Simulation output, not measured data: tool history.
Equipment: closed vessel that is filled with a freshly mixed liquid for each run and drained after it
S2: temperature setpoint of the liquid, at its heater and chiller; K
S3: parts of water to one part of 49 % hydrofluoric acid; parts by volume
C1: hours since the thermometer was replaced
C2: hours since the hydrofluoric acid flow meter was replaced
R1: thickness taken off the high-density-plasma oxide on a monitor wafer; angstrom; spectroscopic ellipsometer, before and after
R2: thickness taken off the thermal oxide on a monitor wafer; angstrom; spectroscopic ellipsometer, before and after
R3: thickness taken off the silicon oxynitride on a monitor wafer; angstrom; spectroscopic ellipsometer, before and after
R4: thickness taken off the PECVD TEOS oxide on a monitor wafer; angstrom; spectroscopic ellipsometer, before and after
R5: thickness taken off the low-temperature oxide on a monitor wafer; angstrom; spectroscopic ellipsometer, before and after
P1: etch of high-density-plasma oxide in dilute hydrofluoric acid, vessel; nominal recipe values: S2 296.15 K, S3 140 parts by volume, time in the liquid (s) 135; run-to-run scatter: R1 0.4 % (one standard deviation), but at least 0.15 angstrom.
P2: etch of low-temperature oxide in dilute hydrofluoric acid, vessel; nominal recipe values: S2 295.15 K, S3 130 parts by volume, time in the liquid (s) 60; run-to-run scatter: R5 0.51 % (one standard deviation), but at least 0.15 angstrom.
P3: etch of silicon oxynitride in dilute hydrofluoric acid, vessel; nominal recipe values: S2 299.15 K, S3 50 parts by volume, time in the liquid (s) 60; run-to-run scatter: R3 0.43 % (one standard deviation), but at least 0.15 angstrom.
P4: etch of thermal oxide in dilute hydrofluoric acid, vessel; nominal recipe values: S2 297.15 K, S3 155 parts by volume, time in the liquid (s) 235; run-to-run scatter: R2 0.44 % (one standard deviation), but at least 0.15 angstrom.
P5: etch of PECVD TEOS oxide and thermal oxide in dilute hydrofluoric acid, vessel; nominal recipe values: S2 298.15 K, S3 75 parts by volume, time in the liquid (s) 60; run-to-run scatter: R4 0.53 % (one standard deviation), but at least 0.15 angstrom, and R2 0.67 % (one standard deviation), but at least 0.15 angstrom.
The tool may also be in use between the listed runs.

{"run": 1, "hour": 6.0, "process that ran": "P1", "S2": 296.15, "S3": 140, "time in the liquid (s)": 135, "C1": 961.6, "C2": 548.1, "R1": 98.191}
{"run": 2, "hour": 16.5, "process that ran": "P1", "S2": 296.15, "S3": 220, "time in the liquid (s)": 55, "C1": 972.1, "C2": 558.6, "R1": 23.388}
{"run": 3, "hour": 23.3, "process that ran": "P1", "S2": 296.15, "S3": 140, "time in the liquid (s)": 135, "C1": 978.9, "C2": 565.4, "R1": 98.497}
{"run": 4, "hour": 28.5, "process that ran": "P4", "S2": 297.15, "S3": 155, "time in the liquid (s)": 235, "C1": 984.1, "C2": 570.6, "R2": 66.857}
{"run": 5, "hour": 39.3, "process that ran": "P4", "S2": 297.15, "S3": 155, "time in the liquid (s)": 70, "C1": 994.9, "C2": 581.4, "R2": 19.937}
{"run": 6, "hour": 45.3, "process that ran": "P3", "S2": 299.15, "S3": 50, "time in the liquid (s)": 30, "C1": 1000.9, "C2": 587.4, "R3": 29.945}
{"run": 7, "hour": 50.7, "process that ran": "P5", "S2": 298.15, "S3": 75, "time in the liquid (s)": 60, "C1": 1006.3, "C2": 592.8, "R2": 40.075, "R4": 95.575}
{"run": 8, "hour": 60.8, "process that ran": "P2", "S2": 295.15, "S3": 130, "time in the liquid (s)": 60, "C1": 1016.4, "C2": 602.9, "R5": 98.446}
{"run": 9, "hour": 68.5, "process that ran": "P2", "S2": 295.15, "S3": 130, "time in the liquid (s)": 35, "C1": 1024.1, "C2": 610.6, "R5": 57.743}
{"run": 10, "hour": 75.1, "process that ran": "P1", "S2": 296.15, "S3": 140, "time in the liquid (s)": 230, "C1": 1030.7, "C2": 617.2, "R1": 169.08}
{"run": 11, "hour": 81.2, "process that ran": "P4", "S2": 297.15, "S3": 155, "time in the liquid (s)": 235, "C1": 1036.8, "C2": 623.3, "R2": 66.918}
{"run": 12, "hour": 89.6, "process that ran": "P4", "S2": 302.65, "S3": 155, "time in the liquid (s)": 235, "C1": 1045.2, "C2": 631.7, "R2": 82.788}
{"run": 13, "hour": 95.6, "process that ran": "P1", "S2": 296.15, "S3": 140, "time in the liquid (s)": 135, "C1": 1051.2, "C2": 637.7, "R1": 98.588}
{"run": 14, "hour": 103.6, "process that ran": "P4", "S2": 297.15, "S3": 265, "time in the liquid (s)": 235, "C1": 1059.2, "C2": 645.7, "R2": 35.029}
{"run": 15, "hour": 113.5, "process that ran": "P3", "S2": 299.15, "S3": 50, "time in the liquid (s)": 60, "C1": 1069.1, "C2": 655.6, "R3": 59.983}
{"run": 16, "hour": 121.5, "process that ran": "P1", "S2": 296.15, "S3": 140, "time in the liquid (s)": 135, "C1": 1077.1, "C2": 663.6, "R1": 97.889}
{"run": 17, "hour": 130.0, "process that ran": "P1", "S2": 296.15, "S3": 140, "time in the liquid (s)": 30, "C1": 1085.6, "C2": 672.1, "R1": 22.109}
{"run": 18, "hour": 141.8, "process that ran": "P3", "S2": 291.15, "S3": 50, "time in the liquid (s)": 60, "C1": 1097.4, "C2": 683.9, "R3": 40.083}
{"run": 19, "hour": 147.8, "process that ran": "P5", "S2": 306.65, "S3": 75, "time in the liquid (s)": 60, "C1": 1103.4, "C2": 689.9, "R2": 55.651, "R4": 132.71}
{"run": 20, "hour": 156.0, "process that ran": "P1", "S2": 296.15, "S3": 30, "time in the liquid (s)": 135, "C1": 1111.6, "C2": 698.1, "R1": 527.16}
{"run": 21, "hour": 164.9, "process that ran": "P1", "S2": 296.15, "S3": 140, "time in the liquid (s)": 135, "C1": 1120.5, "C2": 707, "R1": 98.255}
{"hour": 169.4, "done": "thermometer replaced"}
{"hour": 170.6, "done": "hydrofluoric acid flow meter replaced"}
{"run": 22, "hour": 171.3, "process that ran": "P2", "S2": 295.15, "S3": 130, "time in the liquid (s)": 60, "C1": 1.9, "C2": 0.8, "R5": 98.15}
{"run": 23, "hour": 181.6, "process that ran": "P5", "S2": 298.15, "S3": 35, "time in the liquid (s)": 60, "C1": 12.2, "C2": 11.1, "R2": 90.406, "R4": 217.17}
{"run": 24, "hour": 188.9, "process that ran": "P2", "S2": 295.15, "S3": 225, "time in the liquid (s)": 60, "C1": 19.5, "C2": 18.4, "R5": 51.709}
{"run": 25, "hour": 194.0, "process that ran": "P1", "S2": 296.15, "S3": 140, "time in the liquid (s)": 135, "C1": 24.6, "C2": 23.5, "R1": 98.311}
{"run": 26, "hour": 201.7, "process that ran": "P1", "S2": 300.65, "S3": 140, "time in the liquid (s)": 135, "C1": 32.3, "C2": 31.2, "R1": 117.53}
{"run": 27, "hour": 208.8, "process that ran": "P1", "S2": 296.15, "S3": 220, "time in the liquid (s)": 250, "C1": 39.4, "C2": 38.3, "R1": 106.21}
{"run": 28, "hour": 218.6, "process that ran": "P2", "S2": 290.15, "S3": 130, "time in the liquid (s)": 60, "C1": 49.2, "C2": 48.1, "R5": 80.796}
{"run": 29, "hour": 230.1, "process that ran": "P1", "S2": 290.15, "S3": 140, "time in the liquid (s)": 135, "C1": 60.7, "C2": 59.6, "R1": 76.768}
{"run": 30, "hour": 236.3, "process that ran": "P1", "S2": 296.15, "S3": 230, "time in the liquid (s)": 135, "C1": 66.9, "C2": 65.8, "R1": 54.083}

For run 31, what comes out?
{"run": 31, "hour": 247.0, "process that ran": "P3", "S2": 299.15, "S3": 30, "time in the liquid (s)": 60, "C1": 77.6, "C2": 76.5, "R3": "?"}

R3: 100.95 angstrom

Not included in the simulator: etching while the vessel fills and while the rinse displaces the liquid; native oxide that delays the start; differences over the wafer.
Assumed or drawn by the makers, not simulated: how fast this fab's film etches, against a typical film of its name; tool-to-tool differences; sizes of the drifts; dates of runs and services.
